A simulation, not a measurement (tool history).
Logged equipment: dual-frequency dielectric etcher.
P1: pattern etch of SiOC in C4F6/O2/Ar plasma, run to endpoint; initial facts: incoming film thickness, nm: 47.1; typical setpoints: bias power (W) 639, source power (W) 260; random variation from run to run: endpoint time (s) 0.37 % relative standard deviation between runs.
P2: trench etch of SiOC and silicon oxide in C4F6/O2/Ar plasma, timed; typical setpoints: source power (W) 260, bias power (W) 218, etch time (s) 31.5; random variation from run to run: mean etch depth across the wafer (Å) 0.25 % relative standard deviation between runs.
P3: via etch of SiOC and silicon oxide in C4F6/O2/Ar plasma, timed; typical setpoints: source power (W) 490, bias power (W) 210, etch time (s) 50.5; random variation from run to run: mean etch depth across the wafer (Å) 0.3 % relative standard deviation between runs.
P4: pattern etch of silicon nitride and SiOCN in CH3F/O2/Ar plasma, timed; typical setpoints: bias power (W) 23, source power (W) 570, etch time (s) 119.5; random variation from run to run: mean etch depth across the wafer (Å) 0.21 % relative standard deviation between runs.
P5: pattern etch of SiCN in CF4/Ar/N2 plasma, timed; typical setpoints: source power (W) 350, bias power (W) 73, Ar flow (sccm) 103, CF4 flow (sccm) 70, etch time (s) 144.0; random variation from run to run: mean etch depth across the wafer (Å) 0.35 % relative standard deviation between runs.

run	hour	process that ran	bias power (W)	source power (W)	etch time (s)	Ar flow (sccm)	CF4 flow (sccm)	endpoint time (s)	mean etch depth across the wafer (Å)
1	11.2	P1	639	260				16.993	
2	22.4	P4	23	800	119.5				212.71
3	29.6	P5	73	350	144.0	103	70		977.90
4	38.7	P5	73	350	144.0	82	70		1010.50
5	52.6	P2	218	310	31.5				610.38
6	61.6	P1	639	260				16.850	
7	69.4	P3	210	490	68.0				868.15
8	84.0	P1	639	160				20.079	
9	94.7	P1	639	340				15.409	
10	105.1	P1	896	260				14.599	
11	118.7	P2	218	260	31.5				570.13
12	130.7	P2	130	260	31.5				482.44
13	143.7	P3	210	490	50.5				641.64
14	154.2	P1	639	260				16.861	
15	161.2	P1	639	260				16.916	
16	168.1	P3	273	490	50.5				704.51
17	178.1	P3	210	320	50.5				545.83
18	191.5	P4	16	570	119.5				161.62
19	203.6	P1	639	260				16.809	
20	217.9	P2	218	260	31.5				568.35
21	226.8	P5	73	350	112.0	103	70		759.55
22	240.4	P1	375	260				20.568	
23	247.1	P3	210	490	50.5				639.86
24	258.3	P5	73	210	144.0	103	70		626.71
25	271.7	P1	516	210				19.799	
26	284.0	P1	756	300				14.948	
27	297.4	P2	218	260	47.0				848.39
28	304.9	P4	23	570	119.5				188.48
29	316.9	P5	57	350	144.0	103	70		905.34
30	326.9	P4	23	570	150.5				236.22
31	338.0	P5	73	350	144.0	103	85		998.68
32	346.4	P1	639	260				16.837	
33	358.8	P1	639	260				16.907	
34	368.0	P1	639	260				17.019	
35	381.2	P1	639	260				17.075	
36	389.5	P1	639	260				17.094	
37	397.8	P1	639	260				17.108	
# hour 406.2: wet clean of the chamber
38	406.2	P1	639	260				17.212	
39	416.1	P1	639	260				17.166	
40	429.4	P1	639	260				17.105	
41	443.0	P1	639	260				17.334	
42	452.5	P1	639	260				17.162	
43	465.7	P1	639	260				17.236	

P1 has crept away from where it was. The log is fitted equally well by each of these 2 causes, at the sizes shown:
A: bias power that arrives under what is set, % = 4.6
B: source power that arrives under what is set, % = 4.96
The drift started at roughly hour 346.4.
Why every other cause is out:
chamber walls in a state that lowers the etch rate, %: serviced after onset, at hour 406.2, with no recovery of the prior output

The check runs listed below each take one wafer, and their results are still question marks. Under which run would the listed causes lead to clearly different results?
check 1	478.9	P5	73	220	144.0	83	70		?
check 2	478.9	P4	23	720	119.5				?
check 3	478.9	P2	132	260	31.5				?
check 4	478.9	P3	210	490	60.5				?

If the cause were each of the candidates in turn, the checks would give the following:
check	result	if A	if B
check 1	mean etch depth across the wafer (Å)	661.87	643.69
check 2	mean etch depth across the wafer (Å)	200.15	200.60
check 3	mean etch depth across the wafer (Å)	477.30	474.60
check 4	mean etch depth across the wafer (Å)	758.89	755.66
Distance between the nearest two causes, measured in the result of the check that separates them most: check 1 2.78 %; check 2 0.22 %; check 3 0.57 %; check 4 0.43 %
The other checks would show nearly matching results whichever cause is true, so check 1 is the only one that separates the causes.

After running check 1, the following was obtained: mean etch depth across the wafer (Å) 662.45. Which cause does this point to?

It is A: bias power that arrives under what is set, %.
